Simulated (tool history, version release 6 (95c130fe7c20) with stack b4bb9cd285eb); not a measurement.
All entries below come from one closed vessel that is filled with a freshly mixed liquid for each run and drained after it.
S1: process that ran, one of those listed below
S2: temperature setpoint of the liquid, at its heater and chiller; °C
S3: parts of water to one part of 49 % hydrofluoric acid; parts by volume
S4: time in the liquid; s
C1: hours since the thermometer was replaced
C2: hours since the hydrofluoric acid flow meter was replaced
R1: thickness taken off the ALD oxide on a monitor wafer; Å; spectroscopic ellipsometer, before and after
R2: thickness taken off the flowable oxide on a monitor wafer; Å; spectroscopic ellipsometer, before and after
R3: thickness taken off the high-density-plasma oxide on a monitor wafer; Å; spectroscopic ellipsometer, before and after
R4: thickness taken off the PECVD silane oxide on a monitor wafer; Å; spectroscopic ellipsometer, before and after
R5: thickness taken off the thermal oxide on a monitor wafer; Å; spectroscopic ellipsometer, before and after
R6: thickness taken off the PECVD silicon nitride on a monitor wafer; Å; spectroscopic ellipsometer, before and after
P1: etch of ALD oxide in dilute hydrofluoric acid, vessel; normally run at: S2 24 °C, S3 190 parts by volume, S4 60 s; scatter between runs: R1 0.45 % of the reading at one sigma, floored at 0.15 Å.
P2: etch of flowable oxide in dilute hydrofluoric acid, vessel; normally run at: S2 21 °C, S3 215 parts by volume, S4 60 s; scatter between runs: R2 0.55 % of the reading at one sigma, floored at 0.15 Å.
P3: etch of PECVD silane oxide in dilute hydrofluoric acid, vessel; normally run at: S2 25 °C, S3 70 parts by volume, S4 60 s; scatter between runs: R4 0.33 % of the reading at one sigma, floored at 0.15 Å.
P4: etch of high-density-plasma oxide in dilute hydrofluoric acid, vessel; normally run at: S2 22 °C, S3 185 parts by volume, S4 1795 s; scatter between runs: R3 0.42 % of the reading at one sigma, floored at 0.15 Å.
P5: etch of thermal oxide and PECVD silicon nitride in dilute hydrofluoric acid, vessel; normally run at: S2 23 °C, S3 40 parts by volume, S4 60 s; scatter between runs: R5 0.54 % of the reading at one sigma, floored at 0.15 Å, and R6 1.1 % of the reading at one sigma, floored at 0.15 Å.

run 1 hour=7.5 | S1=P1 S2=24 S3=190 S4=60 | C1=564.2 C2=383 | R1=51.045
run 2 hour=13.7 | S1=P1 S2=31.5 S3=190 S4=60 | C1=570.4 C2=389.2 | R1=67.251
run 3 hour=20.7 | S1=P2 S2=21 S3=215 S4=60 | C1=577.4 C2=396.2 | R2=148.25
run 4 hour=24.6 | S1=P1 S2=24 S3=190 S4=60 | C1=581.3 C2=400.1 | R1=51.449
-- hour=25 thermometer replaced
run 5 hour=28.1 | S1=P4 S2=17 S3=185 S4=1795 | C1=3.1 C2=403.6 | R3=415.02
run 6 hour=35.9 | S1=P1 S2=24 S3=190 S4=60 | C1=10.9 C2=411.4 | R1=51.313
run 7 hour=43.5 | S1=P3 S2=33.5 S3=70 S4=60 | C1=18.5 C2=419 | R4=224.64
run 8 hour=48.3 | S1=P2 S2=21 S3=35 S4=60 | C1=23.3 C2=423.8 | R2=1096.4
run 9 hour=55.1 | S1=P3 S2=25 S3=70 S4=105 | C1=30.1 C2=430.6 | R4=280.81
run 10 hour=59.5 | S1=P2 S2=27.5 S3=215 S4=60 | C1=34.5 C2=435 | R2=185.89
run 11 hour=67.4 | S1=P1 S2=24 S3=190 S4=110 | C1=42.4 C2=442.9 | R1=94.173
run 12 hour=75.3 | S1=P5 S2=23 S3=65 S4=60 | C1=50.3 C2=450.8 | R5=43.614 R6=15.571
run 13 hour=80.1 | S1=P3 S2=25 S3=70 S4=60 | C1=55.1 C2=455.6 | R4=160.79
run 14 hour=86.5 | S1=P5 S2=23 S3=40 S4=115 | C1=61.5 C2=462 | R5=139.39 R6=46.53
run 15 hour=91 | S1=P3 S2=25 S3=70 S4=60 | C1=66 C2=466.5 | R4=161
run 16 hour=97.8 | S1=P1 S2=24 S3=315 S4=60 | C1=72.8 C2=473.3 | R1=27.54
run 17 hour=105.3 | S1=P1 S2=28.5 S3=295 S4=60 | C1=80.3 C2=480.8 | R1=35.218
run 18 hour=110.7 | S1=P4 S2=22 S3=185 S4=1795 | C1=85.7 C2=486.2 | R3=507.67
run 19 hour=115.3 | S1=P1 S2=24 S3=190 S4=60 | C1=90.3 C2=490.8 | R1=51.452
run 20 hour=121.2 | S1=P1 S2=24 S3=305 S4=100 | C1=96.2 C2=496.7 | R1=47.548
run 21 hour=128.5 | S1=P1 S2=24 S3=190 S4=30 | C1=103.5 C2=504 | R1=25.766
run 22 hour=133.9 | S1=P5 S2=23 S3=40 S4=60 | C1=108.9 C2=509.4 | R5=73.728 R6=24.623

Run 23 comes next. What will it give?
run 23 hour=139.7 | S1=P1 S2=17 S3=190 S4=60 | C1=114.7 C2=515.2 | R1=?

For run 23 the tool returned R1 39.307 Å.

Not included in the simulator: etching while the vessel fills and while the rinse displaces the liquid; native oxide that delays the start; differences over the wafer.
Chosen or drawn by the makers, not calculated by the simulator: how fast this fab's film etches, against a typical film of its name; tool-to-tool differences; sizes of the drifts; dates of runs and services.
